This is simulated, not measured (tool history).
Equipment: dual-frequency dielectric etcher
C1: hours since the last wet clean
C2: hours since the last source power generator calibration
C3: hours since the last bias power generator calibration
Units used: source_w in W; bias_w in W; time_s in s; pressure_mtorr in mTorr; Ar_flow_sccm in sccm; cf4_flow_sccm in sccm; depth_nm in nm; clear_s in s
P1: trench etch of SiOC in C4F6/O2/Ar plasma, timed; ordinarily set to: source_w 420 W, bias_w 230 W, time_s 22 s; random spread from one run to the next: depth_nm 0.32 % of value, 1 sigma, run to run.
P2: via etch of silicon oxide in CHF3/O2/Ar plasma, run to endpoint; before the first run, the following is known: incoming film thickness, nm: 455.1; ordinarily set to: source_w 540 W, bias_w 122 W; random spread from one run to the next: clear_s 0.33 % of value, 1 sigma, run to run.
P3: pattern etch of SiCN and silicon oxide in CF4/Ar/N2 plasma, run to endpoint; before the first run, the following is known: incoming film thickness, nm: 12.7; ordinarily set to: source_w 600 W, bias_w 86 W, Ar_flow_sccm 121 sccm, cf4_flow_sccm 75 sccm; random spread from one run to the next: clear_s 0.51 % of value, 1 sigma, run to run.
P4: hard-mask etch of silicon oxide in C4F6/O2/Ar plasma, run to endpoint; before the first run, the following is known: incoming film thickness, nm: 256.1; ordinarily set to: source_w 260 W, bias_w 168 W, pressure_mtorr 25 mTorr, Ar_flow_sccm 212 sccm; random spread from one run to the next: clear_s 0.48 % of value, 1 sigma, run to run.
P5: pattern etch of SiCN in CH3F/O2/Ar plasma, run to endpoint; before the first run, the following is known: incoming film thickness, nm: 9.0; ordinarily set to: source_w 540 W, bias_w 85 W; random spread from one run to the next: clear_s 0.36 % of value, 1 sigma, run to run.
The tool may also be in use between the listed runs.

Run 1, hour 8.3: process P1, source_w 420 W, bias_w 230 W, time_s 22 s; C1 314.7; C2 203.1; C3 1370.1. Result: depth_nm 48.166 nm.
Run 2, hour 16.3: process P4, source_w 260 W, bias_w 168 W, pressure_mtorr 25 mTorr, Ar_flow_sccm 212 sccm; C1 322.7; C2 211.1; C3 1378.1. Result: clear_s 94.646 s.
Run 3, hour 31.3: process P5, source_w 540 W, bias_w 63 W; C1 337.7; C2 226.1; C3 1393.1. Result: clear_s 22.57 s.
Run 4, hour 45.6: process P1, source_w 420 W, bias_w 311 W, time_s 22 s; C1 352; C2 240.4; C3 1407.4. Result: depth_nm 53.581 nm.
Run 5, hour 58.5: process P5, source_w 440 W, bias_w 85 W; C1 364.9; C2 253.3; C3 1420.3. Result: clear_s 22 s.
Run 6, hour 67: process P3, source_w 600 W, bias_w 122 W, Ar_flow_sccm 121 sccm, cf4_flow_sccm 75 sccm; C1 373.4; C2 261.8; C3 1428.8. Result: clear_s 9.5056 s.
Run 7, hour 83: process P4, source_w 260 W, bias_w 168 W, pressure_mtorr 25 mTorr, Ar_flow_sccm 170 sccm; C1 389.4; C2 277.8; C3 1444.8. Result: clear_s 91.486 s.
Run 8, hour 90.9: process P3, source_w 400 W, bias_w 86 W, Ar_flow_sccm 121 sccm, cf4_flow_sccm 75 sccm; C1 397.3; C2 285.7; C3 1452.7. Result: clear_s 15.277 s.
Run 9, hour 101.4: process P5, source_w 540 W, bias_w 85 W; C1 407.8; C2 296.2; C3 1463.2. Result: clear_s 20.431 s.
Run 10, hour 117.3: process P3, source_w 600 W, bias_w 86 W, Ar_flow_sccm 121 sccm, cf4_flow_sccm 75 sccm; C1 423.7; C2 312.1; C3 1479.1. Result: clear_s 10.791 s.
Run 11, hour 133.5: process P4, source_w 260 W, bias_w 107 W, pressure_mtorr 25 mTorr, Ar_flow_sccm 212 sccm; C1 439.9; C2 328.3; C3 1495.3. Result: clear_s 108.7 s.
Run 12, hour 142.9: process P1, source_w 420 W, bias_w 230 W, time_s 22 s; C1 449.3; C2 337.7; C3 1504.7. Result: depth_nm 48.567 nm.
Run 13, hour 153.9: process P1, source_w 420 W, bias_w 230 W, time_s 28.5 s; C1 460.3; C2 348.7; C3 1515.7. Result: depth_nm 62.59 nm.
Run 14, hour 167.9: process P1, source_w 420 W, bias_w 230 W, time_s 22 s; C1 474.3; C2 362.7; C3 1529.7. Result: depth_nm 48.254 nm.
Run 15, hour 184.6: process P2, source_w 730 W, bias_w 122 W; C1 491; C2 379.4; C3 1546.4. Result: clear_s 252.44 s.
Run 16, hour 198.1: process P1, source_w 420 W, bias_w 230 W, time_s 22 s; C1 504.5; C2 392.9; C3 1559.9. Result: depth_nm 48.051 nm.
Run 17, hour 207.5: process P3, source_w 600 W, bias_w 86 W, Ar_flow_sccm 121 sccm, cf4_flow_sccm 75 sccm; C1 513.9; C2 402.3; C3 1569.3. Result: clear_s 10.72 s.
Run 18, hour 216.7: process P1, source_w 420 W, bias_w 230 W, time_s 13 s; C1 523.1; C2 411.5; C3 1578.5. Result: depth_nm 28.61 nm.
Run 19, hour 225: process P3, source_w 600 W, bias_w 86 W, Ar_flow_sccm 165 sccm, cf4_flow_sccm 75 sccm; C1 531.4; C2 419.8; C3 1586.8. Result: clear_s 11.228 s.
Run 20, hour 241: process P1, source_w 310 W, bias_w 230 W, time_s 22 s; C1 547.4; C2 435.8; C3 1602.8. Result: depth_nm 43.155 nm.
Run 21, hour 251: process P1, source_w 420 W, bias_w 184 W, time_s 22 s; C1 557.4; C2 445.8; C3 1612.8. Result: depth_nm 44.694 nm.
Run 22, hour 265.6: process P1, source_w 510 W, bias_w 230 W, time_s 22 s; C1 572; C2 460.4; C3 1627.4. Result: depth_nm 52.372 nm.
Run 23, hour 279.7: process P2, source_w 540 W, bias_w 122 W; C1 586.1; C2 474.5; C3 1641.5. Result: clear_s 283.73 s.
Run 24, hour 295.7: process P1, source_w 520 W, bias_w 159 W, time_s 22 s; C1 602.1; C2 490.5; C3 1657.5. Result: depth_nm 46.778 nm.
Run 25, hour 309.6: process P1, source_w 420 W, bias_w 230 W, time_s 22 s; C1 616; C2 504.4; C3 1671.4. Result: depth_nm 48.121 nm.
Run 26, hour 319.2: process P1, source_w 420 W, bias_w 230 W, time_s 22 s; C1 625.6; C2 514; C3 1681. Result: depth_nm 48.245 nm.
Run 27, hour 329: process P2, source_w 540 W, bias_w 83 W; C1 635.4; C2 523.8; C3 1690.8. Result: clear_s 317.03 s.
Run 28, hour 344.4: process P1, source_w 420 W, bias_w 230 W, time_s 22 s; C1 650.8; C2 539.2; C3 1706.2. Result: depth_nm 48.254 nm.
Run 29, hour 356.8: process P2, source_w 540 W, bias_w 122 W; C1 663.2; C2 551.6; C3 1718.6. Result: clear_s 284.55 s.
Run 30, hour 371.7: process P4, source_w 360 W, bias_w 168 W, pressure_mtorr 25 mTorr, Ar_flow_sccm 212 sccm; C1 678.1; C2 566.5; C3 1733.5. Result: clear_s 82.536 s.
Run 31, hour 386.1: process P4, source_w 260 W, bias_w 168 W, pressure_mtorr 31 mTorr, Ar_flow_sccm 212 sccm; C1 692.5; C2 580.9; C3 1747.9. Result: clear_s 96.689 s.
Run 32, hour 402: process P3, source_w 600 W, bias_w 86 W, Ar_flow_sccm 121 sccm, cf4_flow_sccm 48 sccm; C1 708.4; C2 596.8; C3 1763.8. Result: clear_s 11.528 s.
Run 33, hour 410.3: process P1, source_w 420 W, bias_w 230 W, time_s 22 s; C1 716.7; C2 605.1; C3 1772.1. Result: depth_nm 48.24 nm.
Run 34, hour 418.4: process P1, source_w 420 W, bias_w 230 W, time_s 22 s; C1 724.8; C2 613.2; C3 1780.2. Result: depth_nm 47.769 nm.
Run 35, hour 433.6: process P1, source_w 420 W, bias_w 230 W, time_s 22 s; C1 740; C2 628.4; C3 1795.4. Result: depth_nm 47.42 nm.
Run 36, hour 446.9: process P1, source_w 420 W, bias_w 230 W, time_s 22 s; C1 753.3; C2 641.7; C3 1808.7. Result: depth_nm 47.995 nm.
At hour 452.8: wet clean of the chamber.
Run 37, hour 455.3: process P1, source_w 420 W, bias_w 230 W, time_s 22 s; C1 2.6; C2 650.1; C3 1817.1. Result: depth_nm 47.587 nm.
Run 38, hour 466.3: process P1, source_w 420 W, bias_w 230 W, time_s 22 s; C1 13.6; C2 661.1; C3 1828.1. Result: depth_nm 47.386 nm.
Run 39, hour 478.6: process P1, source_w 420 W, bias_w 230 W, time_s 22 s; C1 25.9; C2 673.4; C3 1840.4. Result: depth_nm 47.422 nm.
Run 40, hour 492.4: process P1, source_w 420 W, bias_w 230 W, time_s 22 s; C1 39.7; C2 687.2; C3 1854.2. Result: depth_nm 47.523 nm.

P1 no longer gives what it gave before; its output has crept away from where it was. The following 2 causes, each at its listed size, fit the log equally well:
A: bias power that arrives under what is set, % = 4.8
B: source power that arrives under what is set, % = 4.14
The gradual shift began around hour 410.3.
Every other cause this tool's parts could produce, and why it does not fit the log:
chamber walls in a state that lowers the etch rate, %: serviced after onset, at hour 452.8, with no recovery of the prior output

Of the 4 check runs below, each run on 5 wafers with the results averaged and each result still a question mark, which one would tell the listed causes apart?
Run check 1, hour 506.2: process P2, source_w 540 W, bias_w 122 W. Result: clear_s ?.
Run check 2, hour 506.2: process P3, source_w 600 W, bias_w 86 W, Ar_flow_sccm 121 sccm, cf4_flow_sccm 75 sccm. Result: clear_s ?.
Run check 3, hour 506.2: process P4, source_w 260 W, bias_w 168 W, pressure_mtorr 25 mTorr, Ar_flow_sccm 212 sccm. Result: clear_s ?.
Run check 4, hour 506.2: process P5, source_w 540 W, bias_w 85 W. Result: clear_s ?.

What each check would give under each cause:
  check   result    if A    if B
check 1  clear_s  287.92  288.29
check 2  clear_s  10.979  11.201
check 3  clear_s  95.885  95.947
check 4  clear_s  20.775  20.739
Smallest distance between any two causes, each pair judged by its most separating result, in per cent: check 1 0.13 %; check 2 2 %; check 3 0.07 %; check 4 0.17 %
Only in check 2 would the causes give clearly different results; in the remaining checks their results would be nearly the same.

Here is what check 2 returned: clear_s 11.241 s. Which cause is it?

The correct cause is B, namely: source power that arrives under what is set, %.

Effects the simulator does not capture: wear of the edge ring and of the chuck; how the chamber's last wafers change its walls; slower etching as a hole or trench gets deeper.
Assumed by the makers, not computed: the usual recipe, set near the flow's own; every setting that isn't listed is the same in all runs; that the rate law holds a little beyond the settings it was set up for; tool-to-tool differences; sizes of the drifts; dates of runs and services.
